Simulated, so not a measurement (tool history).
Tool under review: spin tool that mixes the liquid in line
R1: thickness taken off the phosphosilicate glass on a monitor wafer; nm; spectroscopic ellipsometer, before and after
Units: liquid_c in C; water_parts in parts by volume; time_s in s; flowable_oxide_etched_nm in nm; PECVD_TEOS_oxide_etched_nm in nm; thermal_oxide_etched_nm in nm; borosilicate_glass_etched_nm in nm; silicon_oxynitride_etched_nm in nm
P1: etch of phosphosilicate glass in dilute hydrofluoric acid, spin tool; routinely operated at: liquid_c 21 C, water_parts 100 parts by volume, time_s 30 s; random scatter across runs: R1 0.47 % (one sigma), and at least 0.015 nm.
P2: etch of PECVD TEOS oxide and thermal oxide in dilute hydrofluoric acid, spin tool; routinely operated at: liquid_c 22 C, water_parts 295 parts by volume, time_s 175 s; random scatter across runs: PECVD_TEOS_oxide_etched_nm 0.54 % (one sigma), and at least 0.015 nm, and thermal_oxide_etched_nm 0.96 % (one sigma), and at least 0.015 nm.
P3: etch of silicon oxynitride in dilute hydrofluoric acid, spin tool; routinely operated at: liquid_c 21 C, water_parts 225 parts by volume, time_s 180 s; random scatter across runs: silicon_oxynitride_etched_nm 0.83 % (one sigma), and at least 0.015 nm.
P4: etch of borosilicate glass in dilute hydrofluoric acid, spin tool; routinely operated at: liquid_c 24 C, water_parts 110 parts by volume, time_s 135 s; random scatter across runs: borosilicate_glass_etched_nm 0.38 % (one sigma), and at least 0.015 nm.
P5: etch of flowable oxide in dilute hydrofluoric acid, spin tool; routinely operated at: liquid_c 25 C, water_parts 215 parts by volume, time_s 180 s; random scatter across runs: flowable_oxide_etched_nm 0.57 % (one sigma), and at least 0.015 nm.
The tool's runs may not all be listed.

Run 1, hour 3.2: process P1, liquid_c 21 C, water_parts 100 parts by volume, time_s 30 s. Result: R1 24.611 nm.
Run 2, hour 5.9: process P5, liquid_c 25 C, water_parts 215 parts by volume, time_s 15 s. Result: flowable_oxide_etched_nm 2.2795 nm.
Run 3, hour 9.8: process P1, liquid_c 21 C, water_parts 100 parts by volume, time_s 15 s. Result: R1 12.259 nm.
Run 4, hour 13.7: process P2, liquid_c 22 C, water_parts 295 parts by volume, time_s 315 s. Result: PECVD_TEOS_oxide_etched_nm 11.309 nm, thermal_oxide_etched_nm 3.7345 nm.
Run 5, hour 16.1: process P1, liquid_c 21 C, water_parts 100 parts by volume, time_s 30 s. Result: R1 24.504 nm.
Run 6, hour 18.5: process P4, liquid_c 24 C, water_parts 110 parts by volume, time_s 230 s. Result: borosilicate_glass_etched_nm 59.6 nm.
Run 7, hour 22.6: process P2, liquid_c 30 C, water_parts 295 parts by volume, time_s 175 s. Result: PECVD_TEOS_oxide_etched_nm 8.252 nm, thermal_oxide_etched_nm 2.7234 nm.
Run 8, hour 26.5: process P5, liquid_c 17 C, water_parts 215 parts by volume, time_s 180 s. Result: flowable_oxide_etched_nm 20.304 nm.
Run 9, hour 30.8: process P4, liquid_c 24 C, water_parts 180 parts by volume, time_s 135 s. Result: borosilicate_glass_etched_nm 19.676 nm.
Run 10, hour 35.5: process P1, liquid_c 21 C, water_parts 100 parts by volume, time_s 30 s. Result: R1 24.627 nm.
Run 11, hour 38.2: process P1, liquid_c 21 C, water_parts 100 parts by volume, time_s 50 s. Result: R1 40.969 nm.
Run 12, hour 40.7: process P1, liquid_c 21 C, water_parts 100 parts by volume, time_s 30 s. Result: R1 24.494 nm.
Run 13, hour 44.3: process P1, liquid_c 21 C, water_parts 185 parts by volume, time_s 30 s. Result: R1 12.119 nm.
Run 14, hour 49.1: process P3, liquid_c 21 C, water_parts 55 parts by volume, time_s 180 s. Result: silicon_oxynitride_etched_nm 11.347 nm.
Run 15, hour 52.3: process P5, liquid_c 25 C, water_parts 45 parts by volume, time_s 180 s. Result: flowable_oxide_etched_nm 160.3 nm.
Run 16, hour 56.6: process P2, liquid_c 22 C, water_parts 295 parts by volume, time_s 175 s. Result: PECVD_TEOS_oxide_etched_nm 6.3451 nm, thermal_oxide_etched_nm 2.0334 nm.
Run 17, hour 58.9: process P1, liquid_c 29 C, water_parts 100 parts by volume, time_s 30 s. Result: R1 33.705 nm.
Run 18, hour 61.8: process P3, liquid_c 21 C, water_parts 225 parts by volume, time_s 180 s. Result: silicon_oxynitride_etched_nm 2.5098 nm.
Run 19, hour 66.5: process P1, liquid_c 24.5 C, water_parts 100 parts by volume, time_s 15 s. Result: R1 14.055 nm.
Run 20, hour 70.8: process P4, liquid_c 24 C, water_parts 110 parts by volume, time_s 135 s. Result: borosilicate_glass_etched_nm 34.996 nm.
Run 21, hour 74.4: process P1, liquid_c 21 C, water_parts 100 parts by volume, time_s 30 s. Result: R1 24.493 nm.
Run 22, hour 79.1: process P1, liquid_c 21 C, water_parts 50 parts by volume, time_s 30 s. Result: R1 52.414 nm.
Run 23, hour 83.5: process P5, liquid_c 25 C, water_parts 215 parts by volume, time_s 180 s. Result: flowable_oxide_etched_nm 27.382 nm.
Run 24, hour 88.5: process P4, liquid_c 24 C, water_parts 110 parts by volume, time_s 135 s. Result: borosilicate_glass_etched_nm 34.883 nm.
Run 25, hour 91.4: process P2, liquid_c 22 C, water_parts 170 parts by volume, time_s 175 s. Result: PECVD_TEOS_oxide_etched_nm 12.383 nm, thermal_oxide_etched_nm 4.0642 nm.
Run 26, hour 95.2: process P3, liquid_c 27.5 C, water_parts 225 parts by volume, time_s 180 s. Result: silicon_oxynitride_etched_nm 3.2784 nm.
Run 27, hour 100.4: process P4, liquid_c 17.5 C, water_parts 110 parts by volume, time_s 135 s. Result: borosilicate_glass_etched_nm 26.92 nm.
Run 28, hour 104.1: process P1, liquid_c 17 C, water_parts 100 parts by volume, time_s 30 s. Result: R1 20.861 nm.
Run 29, hour 108.4: process P3, liquid_c 21 C, water_parts 225 parts by volume, time_s 355 s. Result: silicon_oxynitride_etched_nm 4.9394 nm.
Run 30, hour 110.8: process P2, liquid_c 22 C, water_parts 295 parts by volume, time_s 175 s. Result: PECVD_TEOS_oxide_etched_nm 6.3406 nm, thermal_oxide_etched_nm 2.0723 nm.
Run 31, hour 114: process P5, liquid_c 25 C, water_parts 215 parts by volume, time_s 180 s. Result: flowable_oxide_etched_nm 27.232 nm.
Run 32, hour 117.3: process P1, liquid_c 21 C, water_parts 100 parts by volume, time_s 30 s. Result: R1 24.723 nm.
Run 33, hour 120.9: process P1, liquid_c 21 C, water_parts 100 parts by volume, time_s 30 s. Result: R1 24.764 nm.
Run 34, hour 124.1: process P1, liquid_c 21 C, water_parts 100 parts by volume, time_s 30 s. Result: R1 25.41 nm.
Run 35, hour 129: process P1, liquid_c 21 C, water_parts 100 parts by volume, time_s 30 s. Result: R1 25.838 nm.
Run 36, hour 131.8: process P1, liquid_c 21 C, water_parts 100 parts by volume, time_s 30 s. Result: R1 26.311 nm.
Run 37, hour 136: process P1, liquid_c 21 C, water_parts 100 parts by volume, time_s 30 s. Result: R1 26.625 nm.
Run 38, hour 138.8: process P1, liquid_c 21 C, water_parts 100 parts by volume, time_s 30 s. Result: R1 26.461 nm.
Run 39, hour 143.4: process P1, liquid_c 21 C, water_parts 100 parts by volume, time_s 30 s. Result: R1 26.947 nm.
Run 40, hour 145.7: process P1, liquid_c 21 C, water_parts 100 parts by volume, time_s 30 s. Result: R1 26.859 nm.
Run 41, hour 149.2: process P1, liquid_c 21 C, water_parts 100 parts by volume, time_s 30 s. Result: R1 26.936 nm.
Run 42, hour 152.5: process P1, liquid_c 21 C, water_parts 100 parts by volume, time_s 30 s. Result: R1 26.899 nm.

P1 has crept away from where it was. The log is fitted equally well by each of these 2 causes, at the sizes shown:
A: hydrofluoric acid flow above the setpoint (%) = 8.07
B: liquid hotter than its thermometer reads (K) = 2.14
Creep in the process output first set in at about hour 120.9.

Below are 4 check runs, each averaged over 2 wafers, with their results shown as question marks. Which of them would give clearly different results depending on which cause is behind the drift?
Run check 1, hour 155.8: process P2, liquid_c 29.5 C, water_parts 295 parts by volume, time_s 270 s. Result: PECVD_TEOS_oxide_etched_nm ?, thermal_oxide_etched_nm ?.
Run check 2, hour 155.8: process P3, liquid_c 26.5 C, water_parts 225 parts by volume, time_s 265 s. Result: silicon_oxynitride_etched_nm ?.
Run check 3, hour 155.8: process P5, liquid_c 25 C, water_parts 50 parts by volume, time_s 15 s. Result: flowable_oxide_etched_nm ?.
Run check 4, hour 155.8: process P4, liquid_c 19 C, water_parts 155 parts by volume, time_s 135 s. Result: borosilicate_glass_etched_nm ?.

How each check would come out, cause by cause:
  check                        result    if A    if B
check 1    PECVD_TEOS_oxide_etched_nm  13.937   13.48
check 1       thermal_oxide_etched_nm  4.5723  4.4223
check 2  silicon_oxynitride_etched_nm  5.0929  5.0912
check 3      flowable_oxide_etched_nm  12.985  13.037
check 4  borosilicate_glass_etched_nm  21.229  21.134
Smallest distance between any two causes, each pair judged by its most separating result, in per cent: check 1 3.33 %; check 2 0.03 %; check 3 0.4 %; check 4 0.45 %
Check 1 is the one run that separates the causes; every other check would come out nearly the same whichever cause is at work.

After running check 1, the following was obtained: PECVD_TEOS_oxide_etched_nm 13.891 nm; thermal_oxide_etched_nm 4.5849 nm. Which cause does this point to?

It was cause A: hydrofluoric acid flow above the setpoint (%).
